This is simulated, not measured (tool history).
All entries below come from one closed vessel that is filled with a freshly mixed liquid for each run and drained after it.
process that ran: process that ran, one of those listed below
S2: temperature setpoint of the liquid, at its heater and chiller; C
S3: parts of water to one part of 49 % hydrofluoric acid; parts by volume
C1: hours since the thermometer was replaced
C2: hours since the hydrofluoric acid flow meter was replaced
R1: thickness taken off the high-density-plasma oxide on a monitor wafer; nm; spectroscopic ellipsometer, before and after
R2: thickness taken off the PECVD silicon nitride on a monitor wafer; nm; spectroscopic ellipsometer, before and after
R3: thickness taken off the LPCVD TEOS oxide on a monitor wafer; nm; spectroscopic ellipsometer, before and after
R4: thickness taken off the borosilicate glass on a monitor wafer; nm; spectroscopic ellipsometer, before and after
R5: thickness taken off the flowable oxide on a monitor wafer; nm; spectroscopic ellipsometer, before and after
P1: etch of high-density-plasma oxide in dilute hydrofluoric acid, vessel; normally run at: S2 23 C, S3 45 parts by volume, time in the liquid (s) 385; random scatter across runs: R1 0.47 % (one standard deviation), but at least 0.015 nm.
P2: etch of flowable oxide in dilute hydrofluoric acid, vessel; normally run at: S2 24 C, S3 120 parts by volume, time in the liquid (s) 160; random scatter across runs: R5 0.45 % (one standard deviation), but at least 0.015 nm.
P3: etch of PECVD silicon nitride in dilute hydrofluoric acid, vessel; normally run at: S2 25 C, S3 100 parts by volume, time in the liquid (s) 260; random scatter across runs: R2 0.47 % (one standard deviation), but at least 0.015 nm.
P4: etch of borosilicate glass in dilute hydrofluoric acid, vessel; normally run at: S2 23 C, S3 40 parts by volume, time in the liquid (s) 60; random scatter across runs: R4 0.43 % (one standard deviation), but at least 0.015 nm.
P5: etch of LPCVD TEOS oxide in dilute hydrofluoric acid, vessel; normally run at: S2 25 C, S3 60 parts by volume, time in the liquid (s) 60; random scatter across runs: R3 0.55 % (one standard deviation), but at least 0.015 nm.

run 1 hour=8.4 | process_that_ran=P1 S2=23 S3=45 time_in_the_liquid_(s)=385 | C1=1172.1 C2=1836 | R1=46.082
run 2 hour=15.4 | process_that_ran=P1 S2=23 S3=45 time_in_the_liquid_(s)=685 | C1=1179.1 C2=1843 | R1=82.851
run 3 hour=20.9 | process_that_ran=P3 S2=25 S3=100 time_in_the_liquid_(s)=30 | C1=1184.6 C2=1848.5 | R2=0.53798
run 4 hour=27.7 | process_that_ran=P5 S2=29.5 S3=60 time_in_the_liquid_(s)=60 | C1=1191.4 C2=1855.3 | R3=55.708
run 5 hour=31.8 | process_that_ran=P4 S2=28.5 S3=40 time_in_the_liquid_(s)=60 | C1=1195.5 C2=1859.4 | R4=38.173
-- hour=33.4 thermometer replaced
run 6 hour=39.3 | process_that_ran=P1 S2=23 S3=20 time_in_the_liquid_(s)=385 | C1=6 C2=1866.9 | R1=106.74
run 7 hour=46.4 | process_that_ran=P2 S2=24 S3=120 time_in_the_liquid_(s)=160 | C1=13.1 C2=1874 | R5=38.766
run 8 hour=53.3 | process_that_ran=P5 S2=25 S3=60 time_in_the_liquid_(s)=60 | C1=20 C2=1880.9 | R3=46.686
run 9 hour=60 | process_that_ran=P3 S2=30 S3=100 time_in_the_liquid_(s)=260 | C1=26.7 C2=1887.6 | R2=6.679
run 10 hour=68.6 | process_that_ran=P1 S2=19.5 S3=45 time_in_the_liquid_(s)=80 | C1=35.3 C2=1896.2 | R1=8.2698
run 11 hour=77.2 | process_that_ran=P3 S2=25 S3=100 time_in_the_liquid_(s)=260 | C1=43.9 C2=1904.8 | R2=4.7675
run 12 hour=82 | process_that_ran=P3 S2=25 S3=65 time_in_the_liquid_(s)=260 | C1=48.7 C2=1909.6 | R2=7.3232
run 13 hour=86.1 | process_that_ran=P2 S2=17 S3=120 time_in_the_liquid_(s)=160 | C1=52.8 C2=1913.7 | R5=29.173
run 14 hour=91.1 | process_that_ran=P1 S2=23 S3=65 time_in_the_liquid_(s)=655 | C1=57.8 C2=1918.7 | R1=53.127
run 15 hour=95.9 | process_that_ran=P4 S2=23 S3=40 time_in_the_liquid_(s)=60 | C1=62.6 C2=1923.5 | R4=30.536
run 16 hour=103.4 | process_that_ran=P4 S2=23 S3=40 time_in_the_liquid_(s)=115 | C1=70.1 C2=1931 | R4=58.117
run 17 hour=110.5 | process_that_ran=P3 S2=25 S3=100 time_in_the_liquid_(s)=260 | C1=77.2 C2=1938.1 | R2=4.762
run 18 hour=117.4 | process_that_ran=P5 S2=25 S3=90 time_in_the_liquid_(s)=60 | C1=84.1 C2=1945 | R3=29.973
run 19 hour=123 | process_that_ran=P5 S2=25 S3=60 time_in_the_liquid_(s)=110 | C1=89.7 C2=1950.6 | R3=84.616
run 20 hour=128.9 | process_that_ran=P1 S2=23 S3=45 time_in_the_liquid_(s)=35 | C1=95.6 C2=1956.5 | R1=4.1585
run 21 hour=132.8 | process_that_ran=P1 S2=28.5 S3=45 time_in_the_liquid_(s)=385 | C1=99.5 C2=1960.4 | R1=57.978
run 22 hour=137.2 | process_that_ran=P2 S2=24 S3=120 time_in_the_liquid_(s)=160 | C1=103.9 C2=1964.8 | R5=38.58
run 23 hour=143.8 | process_that_ran=P2 S2=24 S3=120 time_in_the_liquid_(s)=270 | C1=110.5 C2=1971.4 | R5=65.048
run 24 hour=152.4 | process_that_ran=P1 S2=23 S3=45 time_in_the_liquid_(s)=385 | C1=119.1 C2=1980 | R1=46.117
run 25 hour=160.8 | process_that_ran=P4 S2=23 S3=20 time_in_the_liquid_(s)=60 | C1=127.5 C2=1988.4 | R4=62.888
run 26 hour=166.3 | process_that_ran=P1 S2=18.5 S3=45 time_in_the_liquid_(s)=385 | C1=133 C2=1993.9 | R1=38.616
-- hour=166.4 hydrofluoric acid flow meter replaced
run 27 hour=171.4 | process_that_ran=P1 S2=23 S3=45 time_in_the_liquid_(s)=385 | C1=138.1 C2=5.1 | R1=46.202
run 28 hour=176.4 | process_that_ran=P1 S2=23 S3=45 time_in_the_liquid_(s)=385 | C1=143.1 C2=10.1 | R1=46.177
run 29 hour=182.6 | process_that_ran=P2 S2=24 S3=195 time_in_the_liquid_(s)=160 | C1=149.3 C2=16.3 | R5=21.918
run 30 hour=190.1 | process_that_ran=P1 S2=23 S3=70 time_in_the_liquid_(s)=385 | C1=156.8 C2=23.8 | R1=28.843
run 31 hour=196.6 | process_that_ran=P1 S2=23 S3=45 time_in_the_liquid_(s)=385 | C1=163.3 C2=30.3 | R1=45.924
run 32 hour=203.7 | process_that_ran=P1 S2=23 S3=45 time_in_the_liquid_(s)=385 | C1=170.4 C2=37.4 | R1=48.277
run 33 hour=212.2 | process_that_ran=P1 S2=23 S3=45 time_in_the_liquid_(s)=385 | C1=178.9 C2=45.9 | R1=49.399
run 34 hour=219.3 | process_that_ran=P1 S2=23 S3=45 time_in_the_liquid_(s)=385 | C1=186 C2=53 | R1=49.822
run 35 hour=226.5 | process_that_ran=P1 S2=23 S3=45 time_in_the_liquid_(s)=385 | C1=193.2 C2=60.2 | R1=50.248
run 36 hour=230.9 | process_that_ran=P1 S2=23 S3=45 time_in_the_liquid_(s)=385 | C1=197.6 C2=64.6 | R1=50.823
run 37 hour=237.5 | process_that_ran=P1 S2=23 S3=45 time_in_the_liquid_(s)=385 | C1=204.2 C2=71.2 | R1=50.641
run 38 hour=242.4 | process_that_ran=P1 S2=23 S3=45 time_in_the_liquid_(s)=385 | C1=209.1 C2=76.1 | R1=50.772
run 39 hour=248.5 | process_that_ran=P1 S2=23 S3=45 time_in_the_liquid_(s)=385 | C1=215.2 C2=82.2 | R1=51.302
run 40 hour=254.1 | process_that_ran=P1 S2=23 S3=45 time_in_the_liquid_(s)=385 | C1=220.8 C2=87.8 | R1=50.975

What P1 gives has crept away from where it was. These 2 causes fit the log equally well, each at the size given:
A: hydrofluoric acid flow above the setpoint (%) = 8.97
B: liquid hotter than its thermometer reads (K) = 2.2
The creep began at about hour 196.6.

You are offered 4 check runs, listed below with question marks in place of their results; each one averages 2 wafers. Which run separates the listed causes by giving clearly different results for each?
run check 1 hour=259.7 | process_that_ran=P3 S2=28 S3=100 time_in_the_liquid_(s)=100 | R2=?
run check 2 hour=259.7 | process_that_ran=P2 S2=17 S3=120 time_in_the_liquid_(s)=250 | R5=?
run check 3 hour=259.7 | process_that_ran=P5 S2=25 S3=60 time_in_the_liquid_(s)=105 | R3=?
run check 4 hour=259.7 | process_that_ran=P4 S2=27.5 S3=40 time_in_the_liquid_(s)=100 | R4=?

What every check run would give for each of its results, assuming each possible cause in turn:
check=check_1 result=R2 if_A=2.4404 if_B=2.574
check=check_2 result=R5 if_A=50.079 if_B=49.822
check=check_3 result=R3 if_A=89.382 if_B=89.002
check=check_4 result=R4 if_A=67.162 if_B=66.991
Gap, in per cent, between the two causes that each check separates least, read from the result that separates them most: check 1 5.33 %; check 2 0.52 %; check 3 0.43 %; check 4 0.25 %
Only in check 1 would the causes give clearly different results; in the remaining checks their results would be nearly the same.

Check 1 has now been run. It gave: R2 2.5799 nm. Which of the candidate causes is it?

B is the cause: liquid hotter than its thermometer reads (K).

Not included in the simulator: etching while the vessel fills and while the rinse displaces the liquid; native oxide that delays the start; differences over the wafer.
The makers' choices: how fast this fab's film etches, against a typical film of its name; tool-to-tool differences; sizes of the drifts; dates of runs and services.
